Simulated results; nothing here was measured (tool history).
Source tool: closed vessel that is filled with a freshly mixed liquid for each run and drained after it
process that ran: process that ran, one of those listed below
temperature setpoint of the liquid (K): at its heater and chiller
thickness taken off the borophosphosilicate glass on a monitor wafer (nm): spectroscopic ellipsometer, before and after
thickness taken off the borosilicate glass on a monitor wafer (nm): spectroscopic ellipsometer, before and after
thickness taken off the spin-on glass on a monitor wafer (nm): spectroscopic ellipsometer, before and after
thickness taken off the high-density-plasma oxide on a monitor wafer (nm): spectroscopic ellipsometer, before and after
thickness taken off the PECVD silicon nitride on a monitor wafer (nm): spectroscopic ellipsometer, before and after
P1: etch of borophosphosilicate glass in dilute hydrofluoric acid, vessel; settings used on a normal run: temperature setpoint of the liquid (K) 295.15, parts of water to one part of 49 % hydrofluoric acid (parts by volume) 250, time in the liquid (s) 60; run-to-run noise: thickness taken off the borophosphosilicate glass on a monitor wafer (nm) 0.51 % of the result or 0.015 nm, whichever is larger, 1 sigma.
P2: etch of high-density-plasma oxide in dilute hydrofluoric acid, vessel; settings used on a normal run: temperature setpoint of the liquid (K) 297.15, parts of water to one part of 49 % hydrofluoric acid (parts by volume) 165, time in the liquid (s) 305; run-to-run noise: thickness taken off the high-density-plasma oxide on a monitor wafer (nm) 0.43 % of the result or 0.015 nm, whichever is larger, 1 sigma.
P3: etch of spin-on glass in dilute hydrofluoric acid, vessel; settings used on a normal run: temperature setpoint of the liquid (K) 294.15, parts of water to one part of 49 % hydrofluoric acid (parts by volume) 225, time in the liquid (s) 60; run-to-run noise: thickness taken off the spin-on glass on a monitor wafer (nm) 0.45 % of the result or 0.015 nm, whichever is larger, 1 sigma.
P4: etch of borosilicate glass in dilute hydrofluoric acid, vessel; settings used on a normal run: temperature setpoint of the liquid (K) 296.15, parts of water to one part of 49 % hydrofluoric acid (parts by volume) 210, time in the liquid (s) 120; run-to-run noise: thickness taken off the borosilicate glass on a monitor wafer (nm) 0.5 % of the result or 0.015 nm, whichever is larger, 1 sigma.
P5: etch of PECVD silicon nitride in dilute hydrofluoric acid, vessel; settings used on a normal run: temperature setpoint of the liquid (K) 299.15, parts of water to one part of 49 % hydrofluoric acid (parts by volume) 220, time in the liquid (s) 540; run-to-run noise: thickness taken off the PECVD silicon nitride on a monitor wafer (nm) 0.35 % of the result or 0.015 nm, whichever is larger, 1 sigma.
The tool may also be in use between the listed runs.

| run | hour | process that ran | temperature setpoint of the liquid (K) | parts of water to one part of 49 % hydrofluoric acid (parts by volume) | time in the liquid (s) | thickness taken off the borophosphosilicate glass on a monitor wafer (nm) | thickness taken off the borosilicate glass on a monitor wafer (nm) | thickness taken off the spin-on glass on a monitor wafer (nm) | thickness taken off the high-density-plasma oxide on a monitor wafer (nm) | thickness taken off the PECVD silicon nitride on a monitor wafer (nm) |
|---|---|---|---|---|---|---|---|---|---|---|
| 1 | 6.3 | P1 | 295.15 | 250 | 60 | 9.0402 |  |  |  |  |
| 2 | 13.5 | P4 | 291.65 | 210 | 120 |  | 14.624 |  |  |  |
| 3 | 17.6 | P1 | 295.15 | 445 | 60 | 4.2585 |  |  |  |  |
| 4 | 21.6 | P3 | 294.15 | 350 | 60 |  |  | 4.9156 |  |  |
| 5 | 28.2 | P1 | 295.15 | 250 | 105 | 15.7600 |  |  |  |  |
| 6 | 34.6 | P1 | 295.15 | 95 | 60 | 28.1680 |  |  |  |  |
| 7 | 40.7 | P2 | 297.15 | 165 | 30 |  |  |  | 1.1993 |  |
| 8 | 46.4 | P2 | 297.15 | 165 | 305 |  |  |  | 12.3100 |  |
| 9 | 54.1 | P5 | 299.15 | 220 | 35 |  |  |  |  | 0.66103 |
| 10 | 59.3 | P2 | 304.15 | 165 | 305 |  |  |  | 15.9170 |  |
| 11 | 65.8 | P1 | 295.15 | 250 | 60 | 9.0989 |  |  |  |  |
| 12 | 71.4 | P1 | 290.15 | 250 | 90 | 11.2110 |  |  |  |  |
| 13 | 75.4 | P1 | 290.15 | 250 | 60 | 7.4812 |  |  |  |  |
| 14 | 82.5 | P4 | 296.15 | 320 | 120 |  | 10.270 |  |  |  |
| 15 | 90.3 | P1 | 295.15 | 250 | 60 | 9.0325 |  |  |  |  |
| 16 | 97.0 | P1 | 295.15 | 250 | 60 | 9.0934 |  |  |  |  |
| 17 | 102.2 | P4 | 296.15 | 210 | 120 |  | 17.500 |  |  |  |
| 18 | 110.1 | P2 | 297.15 | 235 | 305 |  |  |  | 7.9763 |  |
| 19 | 117.5 | P1 | 299.65 | 250 | 110 | 19.4780 |  |  |  |  |
| 20 | 122.3 | P5 | 303.15 | 220 | 540 |  |  |  |  | 13.49400 |
| 21 | 128.9 | P3 | 294.15 | 225 | 60 |  |  | 8.6734 |  |  |
| 22 | 135.9 | P1 | 295.15 | 250 | 60 | 9.0533 |  |  |  |  |
|  | 137.6 | hydrofluoric acid flow meter replaced |
| 23 | 141.0 | P5 | 299.15 | 330 | 540 |  |  |  |  | 7.09520 |
| 24 | 148.0 | P1 | 295.15 | 250 | 30 | 4.5588 |  |  |  |  |
| 25 | 154.5 | P4 | 296.15 | 210 | 185 |  | 26.849 |  |  |  |
|  | 158.0 | thermometer replaced |
| 26 | 158.9 | P3 | 294.15 | 225 | 60 |  |  | 8.6732 |  |  |
| 27 | 164.2 | P2 | 297.15 | 165 | 305 |  |  |  | 12.4120 |  |
| 28 | 170.1 | P5 | 299.15 | 220 | 540 |  |  |  |  | 10.67900 |
| 29 | 174.3 | P5 | 299.15 | 220 | 540 |  |  |  |  | 10.65500 |
| 30 | 178.5 | P1 | 302.15 | 250 | 60 | 11.6660 |  |  |  |  |
| 31 | 186.1 | P3 | 294.15 | 225 | 30 |  |  | 4.3230 |  |  |
| 32 | 192.5 | P3 | 298.65 | 225 | 60 |  |  | 10.1300 |  |  |
| 33 | 197.7 | P1 | 295.15 | 250 | 60 | 9.0754 |  |  |  |  |
| 34 | 201.2 | P1 | 295.15 | 250 | 60 | 8.8433 |  |  |  |  |
| 35 | 206.5 | P1 | 295.15 | 250 | 60 | 8.5356 |  |  |  |  |
| 36 | 211.6 | P1 | 295.15 | 250 | 60 | 8.4338 |  |  |  |  |
| 37 | 215.2 | P1 | 295.15 | 250 | 60 | 8.4584 |  |  |  |  |
| 38 | 221.2 | P1 | 295.15 | 250 | 60 | 8.3474 |  |  |  |  |
| 39 | 225.6 | P1 | 295.15 | 250 | 60 | 8.3084 |  |  |  |  |
| 40 | 233.3 | P1 | 295.15 | 250 | 60 | 8.3642 |  |  |  |  |
| 41 | 238.0 | P1 | 295.15 | 250 | 60 | 8.2602 |  |  |  |  |

What P1 gives has crept off from where it sat before. The 2 causes that follow fit the log equally well, each at the size noted:
A: hydrofluoric acid flow below the setpoint (%) = 6.95
B: liquid colder than its thermometer reads (K) = 2.43
The drift started at roughly hour 197.7.

The check runs listed below each take one wafer, and their results are still question marks. Under which run would the listed causes lead to clearly different results?
| check 1 | 242.7 | P4 | 296.15 | 210 | 120 |  | ? |  |  |  |
| check 2 | 242.7 | P5 | 299.15 | 220 | 540 |  |  |  |  | ? |
| check 3 | 242.7 | P3 | 294.15 | 225 | 60 |  |  | ? |  |  |
| check 4 | 242.7 | P2 | 297.15 | 165 | 305 |  |  |  | ? |  |

If the cause were each of the candidates in turn, the checks would give the following:
| check | result | if A | if B |
|---|---|---|---|
| check 1 | thickness taken off the borosilicate glass on a monitor wafer (nm) | 15.999 | 15.947 |
| check 2 | thickness taken off the PECVD silicon nitride on a monitor wafer (nm) | 9.87680 | 9.12380 |
| check 3 | thickness taken off the spin-on glass on a monitor wafer (nm) | 7.8812 | 7.8470 |
| check 4 | thickness taken off the high-density-plasma oxide on a monitor wafer (nm) | 11.2990 | 11.2160 |
Smallest distance between any two causes, each pair judged by its most separating result, in per cent: check 1 0.32 %; check 2 7.93 %; check 3 0.43 %; check 4 0.74 %
Check 2 tells the causes apart: in the others they would give nearly the same result.

Running check 2 produced the following: thickness taken off the PECVD silicon nitride on a monitor wafer (nm) 9.09270. Which one of the listed causes fits?

It is B: liquid colder than its thermometer reads (K).
